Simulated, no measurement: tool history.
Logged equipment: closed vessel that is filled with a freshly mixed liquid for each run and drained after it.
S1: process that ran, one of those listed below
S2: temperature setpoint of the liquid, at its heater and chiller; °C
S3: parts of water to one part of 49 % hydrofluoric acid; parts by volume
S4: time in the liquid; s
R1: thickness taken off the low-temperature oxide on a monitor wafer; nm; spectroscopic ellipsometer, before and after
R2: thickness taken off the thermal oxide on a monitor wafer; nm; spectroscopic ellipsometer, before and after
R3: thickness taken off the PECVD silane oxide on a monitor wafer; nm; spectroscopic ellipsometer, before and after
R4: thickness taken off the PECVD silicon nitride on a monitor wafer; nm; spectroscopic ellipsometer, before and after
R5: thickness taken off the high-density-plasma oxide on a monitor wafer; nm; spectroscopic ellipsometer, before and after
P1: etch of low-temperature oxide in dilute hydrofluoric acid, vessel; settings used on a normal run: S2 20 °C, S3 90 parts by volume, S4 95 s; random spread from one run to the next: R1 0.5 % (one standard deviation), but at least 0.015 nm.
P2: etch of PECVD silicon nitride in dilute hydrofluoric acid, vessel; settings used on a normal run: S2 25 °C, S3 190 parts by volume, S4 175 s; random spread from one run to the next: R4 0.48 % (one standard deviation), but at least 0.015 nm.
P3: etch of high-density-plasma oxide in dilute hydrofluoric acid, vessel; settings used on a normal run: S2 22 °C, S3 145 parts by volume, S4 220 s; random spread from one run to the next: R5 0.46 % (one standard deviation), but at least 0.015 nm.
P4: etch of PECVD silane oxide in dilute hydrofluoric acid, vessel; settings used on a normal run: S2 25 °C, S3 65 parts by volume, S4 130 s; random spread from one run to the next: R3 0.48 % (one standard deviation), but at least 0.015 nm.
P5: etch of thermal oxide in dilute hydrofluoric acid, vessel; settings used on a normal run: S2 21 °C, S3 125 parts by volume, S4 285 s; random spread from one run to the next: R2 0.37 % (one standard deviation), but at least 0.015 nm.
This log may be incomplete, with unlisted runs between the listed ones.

run,hour,S1,S2,S3,S4,R1,R2,R3,R4,R5
1,7.3,P1,20,90,95,26.524,,,,
2,15.9,P1,20,20,95,131.4,,,,
3,24.4,P5,21,125,285,,8.8921,,,
4,30.3,P1,20,155,95,14.415,,,,
5,38.1,P4,31.5,65,130,,,63.014,,
# hour 42.5: thermometer replaced
6,49.9,P2,25,190,65,,,,2.0934,
7,60.7,P3,22,145,220,,,,,11.611
8,68.2,P5,21,125,510,,15.972,,,
9,75.6,P4,25,65,130,,,49.159,,
10,83.7,P3,22,45,220,,,,,41.816
11,91.5,P1,20,90,95,26.712,,,,
12,103.4,P1,20,90,30,8.4625,,,,
13,115,P2,25,260,175,,,,4.076,
14,126.2,P1,20,90,165,46.213,,,,
15,133.4,P5,21,75,285,,15.722,,,
16,146.4,P1,20,90,95,26.735,,,,
17,157,P1,17,90,95,23.468,,,,
18,167.7,P4,25,65,205,,,77.435,,
19,178.6,P1,17,90,175,43.657,,,,
20,189.2,P3,22,145,95,,,,,4.9942
21,198.3,P3,29,145,220,,,,,14.991
22,207.8,P2,25,190,175,,,,5.568,
23,216.5,P1,20,90,95,26.777,,,,
24,228.6,P1,20,90,95,27.045,,,,
25,236.4,P5,28,125,285,,11.684,,,
26,244.7,P3,22,145,220,,,,,11.536
27,252.8,P1,20,40,60,40.546,,,,
28,262.2,P1,26,90,95,34.216,,,,
29,270.8,P2,33,190,175,,,,9.1122,
30,279.9,P4,25,110,130,,,27.196,,
31,290.2,P1,24.5,90,55,18.467,,,,
32,298.9,P1,20,90,95,26.745,,,,
33,305.1,P1,20,90,95,26.658,,,,
34,311,P1,20,90,95,26.961,,,,
35,319,P1,20,90,95,27.832,,,,
36,328,P1,20,90,95,28.031,,,,
37,340,P1,20,90,95,28.58,,,,
38,348.6,P1,20,90,95,28.768,,,,
39,361.2,P1,20,90,95,28.693,,,,
40,366.9,P1,20,90,95,28.702,,,,
41,379.3,P1,20,90,95,28.854,,,,
42,389.5,P1,20,90,95,29.264,,,,
43,401.1,P1,20,90,95,28.756,,,,

P1 no longer gives what it gave before; its output has crept away from where it was. The following 2 causes, each at its listed size, fit the log equally well:
A: liquid hotter than its thermometer reads (K) = 1.91
B: hydrofluoric acid flow above the setpoint (%) = 7.35
The gradual shift began around hour 305.1.

Which of the 4 check runs listed below separates the causes, so that each cause would produce a clearly different result? Each run uses one wafer, and its results are marked with question marks.
check 1,412.7,P2,25,190,175,,,,?,
check 2,412.7,P5,21,125,285,,?,,,
check 3,412.7,P4,25,65,130,,,?,,
check 4,412.7,P3,22,145,220,,,,,?

Expected result of each check under each candidate cause:
check,result,if A,if B
check 1,R4,6.2761,5.9786
check 2,R2,9.6364,9.6813
check 3,R3,52.922,52.944
check 4,R5,12.388,12.486
Per check, the gap between the least separated pair of causes, taken in the result that splits them most: check 1 4.86 %; check 2 0.46 %; check 3 0.04 %; check 4 0.79 %
Check 1 tells the causes apart: in the others they would give nearly the same result.

Check 1 has now been run. It gave: R4 5.9734 nm. Which of the candidate causes is it?

Of the candidate causes, it is B: hydrofluoric acid flow above the setpoint (%).

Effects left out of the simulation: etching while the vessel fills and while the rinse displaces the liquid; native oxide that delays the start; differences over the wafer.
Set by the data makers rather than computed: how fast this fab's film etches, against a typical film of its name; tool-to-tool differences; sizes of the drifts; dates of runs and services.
